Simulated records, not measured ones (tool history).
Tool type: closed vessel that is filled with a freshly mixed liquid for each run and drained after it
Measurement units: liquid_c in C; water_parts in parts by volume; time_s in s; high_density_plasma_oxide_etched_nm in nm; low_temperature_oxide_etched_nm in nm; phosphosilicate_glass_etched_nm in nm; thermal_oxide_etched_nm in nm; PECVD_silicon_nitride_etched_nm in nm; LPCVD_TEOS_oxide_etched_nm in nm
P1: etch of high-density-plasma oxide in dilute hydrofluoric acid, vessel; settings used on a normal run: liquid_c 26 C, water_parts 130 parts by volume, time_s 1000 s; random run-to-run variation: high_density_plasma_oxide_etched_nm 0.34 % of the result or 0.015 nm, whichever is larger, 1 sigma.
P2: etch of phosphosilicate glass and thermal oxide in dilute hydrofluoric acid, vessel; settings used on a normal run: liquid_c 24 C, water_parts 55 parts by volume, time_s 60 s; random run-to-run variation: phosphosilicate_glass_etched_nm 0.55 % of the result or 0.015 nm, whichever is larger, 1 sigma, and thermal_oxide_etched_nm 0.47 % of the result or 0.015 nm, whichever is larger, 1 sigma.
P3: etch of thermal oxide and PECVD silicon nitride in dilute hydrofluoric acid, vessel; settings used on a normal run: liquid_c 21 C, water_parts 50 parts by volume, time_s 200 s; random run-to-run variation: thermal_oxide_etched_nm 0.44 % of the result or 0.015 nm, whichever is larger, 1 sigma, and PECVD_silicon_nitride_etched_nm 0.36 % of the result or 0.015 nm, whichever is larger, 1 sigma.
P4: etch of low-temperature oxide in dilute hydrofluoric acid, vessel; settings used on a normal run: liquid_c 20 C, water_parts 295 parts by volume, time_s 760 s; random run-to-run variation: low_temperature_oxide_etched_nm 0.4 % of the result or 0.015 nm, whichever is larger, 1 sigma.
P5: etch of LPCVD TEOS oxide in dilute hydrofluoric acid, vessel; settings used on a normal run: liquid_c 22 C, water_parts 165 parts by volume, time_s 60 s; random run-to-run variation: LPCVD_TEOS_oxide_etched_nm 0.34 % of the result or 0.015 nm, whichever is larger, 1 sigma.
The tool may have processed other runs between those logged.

run   hour  process  liquid_c  water_parts  time_s  hours since the thermometer was replaced  hours since the hydrofluoric acid flow meter was replaced  high_density_plasma_oxide_etched_nm  low_temperature_oxide_etched_nm  phosphosilicate_glass_etched_nm  thermal_oxide_etched_nm  PECVD_silicon_nitride_etched_nm  LPCVD_TEOS_oxide_etched_nm
  1    5.8       P1        26          130    1000                                      1224                                                      176.5                               41.286
  2    9.7       P4        17          295     760                                    1227.9                                                      180.4                                                                32.878
  3     16       P1        26          130    1000                                    1234.2                                                      186.7                               41.152
  4   21.5       P2        18           55      60                                    1239.7                                                      192.2                                                                                                 109.08                   4.2365
  5   26.3       P2        24           55      60                                    1244.5                                                        197                                                                                                 139.82                    5.504
  6   29.7       P1        26          130    1000                                    1247.9                                                      200.4                               41.119
  7   37.3       P3        21           50     200                                    1255.5                                                        208                                                                                                                          16.666                           10.949
  8   40.8       P3        21           30     200                                      1259                                                      211.5                                                                                                                          28.692                           18.079
  9   44.5       P1      20.5          130    1000                                    1262.7                                                      215.2                               33.248
 10   50.6       P4        20          145     760                                    1268.8                                                      221.3                                                                87.118
 11     54       P1        26          130    1000                                    1272.2                                                      224.7                               40.982
 12   57.6       P3      28.5           50     200                                    1275.8                                                      228.3                                                                                                                           22.73                           18.242
 13   62.1       P1        26           35    1000                                    1280.3                                                      232.8                               173.36
 14   68.5       P3        21           50     380                                    1286.7                                                      239.2                                                                                                                          31.852                           20.877
 15   73.3       P5        22           75      60                                    1291.5                                                        244                                                                                                                                                                                       25.987
 16   79.4       P1        26           75     535                                    1297.6                                                      250.1                               41.066
 17   83.4       P5        22          165     100                                    1301.6                                                      254.1                                                                                                                                                                                         17.9
 18     91       P1        26          130    1835                                    1309.2                                                      261.7                               75.476
 19     97       P5        22          165      60                                    1315.2                                                      267.7                                                                                                                                                                                       10.751
 20  101.8       P4        20          295     760                                      1320                                                      272.5                                                                37.037
 21  109.3       P2        24           55      90                                    1327.5                                                        280                                                                                                 208.87                   8.2618
 22  113.7       P2        24           95      60                                    1331.9                                                      284.4                                                                                                 76.635                   2.9687
 23  117.3       P4        20          295     760                                    1335.5                                                        288                                                                37.046
 24  123.1       P4        20          295     245                                    1341.3                                                      293.8                                                                11.946
 25  128.3       P5      28.5          165      60                                    1346.5                                                        299                                                                                                                                                                                       13.653
 26  135.6       P1        26          215    1800                                    1353.8                                                      306.3                                 40.6
 27  140.6       P1        26          130     545                                    1358.8                                                      311.3                               22.403
 28  145.7       P5        22          165      60                                    1363.9                                                      316.4                                                                                                                                                                                        10.75
 29  150.9       P2        24           55      60                                    1369.1                                                      321.6                                                                                                 138.89                   5.4537

What does the tool deliver on the next run?
 30  155.3       P1        26          200    1000                                    1373.5                                                        326                                    ?

high_density_plasma_oxide_etched_nm: 24.712 nm
